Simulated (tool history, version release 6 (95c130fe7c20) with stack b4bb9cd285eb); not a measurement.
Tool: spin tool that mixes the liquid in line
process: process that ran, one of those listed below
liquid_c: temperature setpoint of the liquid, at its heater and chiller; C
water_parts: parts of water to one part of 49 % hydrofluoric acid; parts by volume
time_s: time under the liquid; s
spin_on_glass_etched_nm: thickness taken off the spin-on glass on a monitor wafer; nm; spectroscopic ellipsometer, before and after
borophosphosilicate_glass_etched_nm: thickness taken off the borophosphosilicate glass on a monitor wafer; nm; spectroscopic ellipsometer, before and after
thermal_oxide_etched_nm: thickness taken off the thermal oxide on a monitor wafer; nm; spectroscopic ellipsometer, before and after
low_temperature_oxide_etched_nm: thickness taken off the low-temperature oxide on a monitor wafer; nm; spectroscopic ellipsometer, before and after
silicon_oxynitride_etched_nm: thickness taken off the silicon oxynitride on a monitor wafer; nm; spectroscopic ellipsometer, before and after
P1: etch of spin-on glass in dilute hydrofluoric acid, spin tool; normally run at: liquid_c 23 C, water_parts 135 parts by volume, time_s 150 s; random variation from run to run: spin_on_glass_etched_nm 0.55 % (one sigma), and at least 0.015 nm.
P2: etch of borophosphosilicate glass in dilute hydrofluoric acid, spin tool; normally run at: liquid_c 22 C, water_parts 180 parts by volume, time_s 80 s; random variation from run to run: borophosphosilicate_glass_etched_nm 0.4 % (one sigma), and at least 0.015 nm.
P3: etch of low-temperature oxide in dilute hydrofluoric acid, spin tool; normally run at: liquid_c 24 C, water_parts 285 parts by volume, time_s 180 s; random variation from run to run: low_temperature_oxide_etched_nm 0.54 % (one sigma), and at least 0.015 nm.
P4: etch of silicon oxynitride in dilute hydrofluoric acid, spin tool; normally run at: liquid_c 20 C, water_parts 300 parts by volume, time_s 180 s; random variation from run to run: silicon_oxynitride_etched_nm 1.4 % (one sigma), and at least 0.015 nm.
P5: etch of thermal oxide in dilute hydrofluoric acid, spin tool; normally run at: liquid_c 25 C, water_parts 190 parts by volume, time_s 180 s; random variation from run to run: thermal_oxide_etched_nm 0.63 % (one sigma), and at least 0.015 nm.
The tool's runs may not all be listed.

| run | hour | process | liquid_c | water_parts | time_s | hours since the thermometer was replaced | hours since the hydrofluoric acid flow meter was replaced | spin_on_glass_etched_nm | borophosphosilicate_glass_etched_nm | thermal_oxide_etched_nm | low_temperature_oxide_etched_nm | silicon_oxynitride_etched_nm |
|---|---|---|---|---|---|---|---|---|---|---|---|---|
| 1 | 6.6 | P1 | 23 | 135 | 150 | 301.4 | 131.1 | 31.955 |  |  |  |  |
| 2 | 11.7 | P2 | 29 | 180 | 80 | 306.5 | 136.2 |  | 22.796 |  |  |  |
| 3 | 16.8 | P1 | 23 | 135 | 150 | 311.6 | 141.3 | 31.827 |  |  |  |  |
| 4 | 23.1 | P5 | 25 | 40 | 180 | 317.9 | 147.6 |  |  | 22.603 |  |  |
| 5 | 29.2 | P3 | 24 | 285 | 180 | 324 | 153.7 |  |  |  | 7.9803 |  |
| 6 | 34.6 | P1 | 23 | 135 | 270 | 329.4 | 159.1 | 57.217 |  |  |  |  |
| 7 | 44.6 | P5 | 17 | 190 | 180 | 339.4 | 169.1 |  |  | 2.9081 |  |  |
| 8 | 53.5 | P1 | 23 | 135 | 150 | 348.3 | 178 | 31.806 |  |  |  |  |
| 9 | 61 | P1 | 23 | 135 | 150 | 355.8 | 185.5 | 32.084 |  |  |  |  |
| 10 | 68.4 | P1 | 23 | 190 | 150 | 363.2 | 192.9 | 21.208 |  |  |  |  |
| 11 | 78.4 | P1 | 17 | 135 | 60 | 373.2 | 202.9 | 9.9451 |  |  |  |  |
| 12 | 84.5 | P4 | 26.5 | 300 | 180 | 379.3 | 209 |  |  |  |  | 1.9408 |
| 13 | 93.3 | P4 | 20 | 300 | 15 | 388.1 | 217.8 |  |  |  |  | 0.12213 |
| 14 | 99.4 | P4 | 20 | 300 | 180 | 394.2 | 223.9 |  |  |  |  | 1.5178 |
| 15 | 107.7 | P1 | 23 | 135 | 150 | 402.5 | 232.2 | 31.831 |  |  |  |  |
| 16 | 114.3 | P1 | 23 | 135 | 60 | 409.1 | 238.8 | 12.636 |  |  |  |  |
| 17 | 119.6 | P2 | 22 | 80 | 80 | 414.4 | 244.1 |  | 44.294 |  |  |  |
| 18 | 128.2 | P3 | 24 | 285 | 325 | 423 | 252.7 |  |  |  | 14.379 |  |
| 19 | 138.1 | P1 | 23 | 50 | 150 | 432.9 | 262.6 | 94.708 |  |  |  |  |
| 20 | 146.1 | P5 | 25 | 190 | 180 | 440.9 | 270.6 |  |  | 3.9412 |  |  |
| 21 | 151.3 | P1 | 17 | 135 | 265 | 446.1 | 275.8 | 43.966 |  |  |  |  |
| 22 | 158.1 | P5 | 25 | 190 | 335 | 452.9 | 282.6 |  |  | 7.4625 |  |  |
| 23 | 163.2 | P2 | 22 | 180 | 125 | 458 | 287.7 |  | 27.496 |  |  |  |
| 24 | 172.2 | P1 | 27.5 | 135 | 80 | 467 | 296.7 | 20.129 |  |  |  |  |
| 25 | 181.4 | P4 | 20 | 425 | 180 | 476.2 | 305.9 |  |  |  |  | 0.97661 |
| 26 | 188 | P3 | 31.5 | 285 | 180 | 482.8 | 312.5 |  |  |  | 10.232 |  |
| 27 | 196.3 | P5 | 25 | 190 | 180 | 491.1 | 320.8 |  |  | 3.9734 |  |  |
| 28 | 207.7 | P2 | 22 | 180 | 80 | 502.5 | 332.2 |  | 17.667 |  |  |  |
| 29 | 218.4 | P3 | 24 | 510 | 180 | 513.2 | 342.9 |  |  |  | 3.6112 |  |
| 30 | 226.9 | P1 | 17 | 135 | 150 | 521.7 | 351.4 | 24.852 |  |  |  |  |
| 31 | 236.4 | P3 | 24 | 285 | 180 | 531.2 | 360.9 |  |  |  | 7.8387 |  |
| 32 | 242.8 | P1 | 31 | 135 | 150 | 537.6 | 367.3 | 42.709 |  |  |  |  |
| 33 | 254.1 | P1 | 23 | 135 | 150 | 548.9 | 378.6 | 31.842 |  |  |  |  |
| 34 | 264.5 | P1 | 23 | 135 | 150 | 559.3 | 389 | 30.419 |  |  |  |  |
| 35 | 269.4 | P1 | 23 | 135 | 150 | 564.2 | 393.9 | 30.205 |  |  |  |  |
| 36 | 278.5 | P1 | 23 | 135 | 150 | 573.3 | 403 | 29.719 |  |  |  |  |
| 37 | 284.8 | P1 | 23 | 135 | 150 | 579.6 | 409.3 | 29.82 |  |  |  |  |
| 38 | 293.5 | P1 | 23 | 135 | 150 | 588.3 | 418 | 29.284 |  |  |  |  |
| 39 | 300.1 | P1 | 23 | 135 | 150 | 594.9 | 424.6 | 29.272 |  |  |  |  |
| 40 | 306.6 | P1 | 23 | 135 | 150 | 601.4 | 431.1 | 29.736 |  |  |  |  |

What P1 gives has crept away from where it was. These 2 causes fit the log equally well, each at the size given:
A: hydrofluoric acid flow below the setpoint (%) = 6.42
B: liquid colder than its thermometer reads (K) = 1.95
The creep began at about hour 254.1.

4 check runs are offered, each on 2 wafers whose results are averaged, their results left as question marks. Which one tells the causes apart?
| check 1 | 313.1 | P3 | 28 | 500 | 180 |  |  |  |  |  | ? |  |
| check 2 | 313.1 | P4 | 25 | 300 | 90 |  |  |  |  |  |  | ? |
| check 3 | 313.1 | P5 | 18 | 190 | 180 |  |  |  |  | ? |  |  |
| check 4 | 313.1 | P2 | 26 | 105 | 80 |  |  |  | ? |  |  |  |

What each check would give under each cause:
| check | result | if A | if B |
|---|---|---|---|
| check 1 | low_temperature_oxide_etched_nm | 3.8081 | 3.9565 |
| check 2 | silicon_oxynitride_etched_nm | 0.85173 | 0.85008 |
| check 3 | thermal_oxide_etched_nm | 2.7973 | 2.7984 |
| check 4 | borophosphosilicate_glass_etched_nm | 35.505 | 35.477 |
How far apart the two closest causes lie, in the result that separates them most: check 1 3.82 %; check 2 0.19 %; check 3 0.04 %; check 4 0.08 %
Check 1 tells the causes apart: in the others they would give nearly the same result.

Check 1 was then run and gave: low_temperature_oxide_etched_nm 3.966 nm. Which cause is it?

It is B: liquid colder than its thermometer reads (K).

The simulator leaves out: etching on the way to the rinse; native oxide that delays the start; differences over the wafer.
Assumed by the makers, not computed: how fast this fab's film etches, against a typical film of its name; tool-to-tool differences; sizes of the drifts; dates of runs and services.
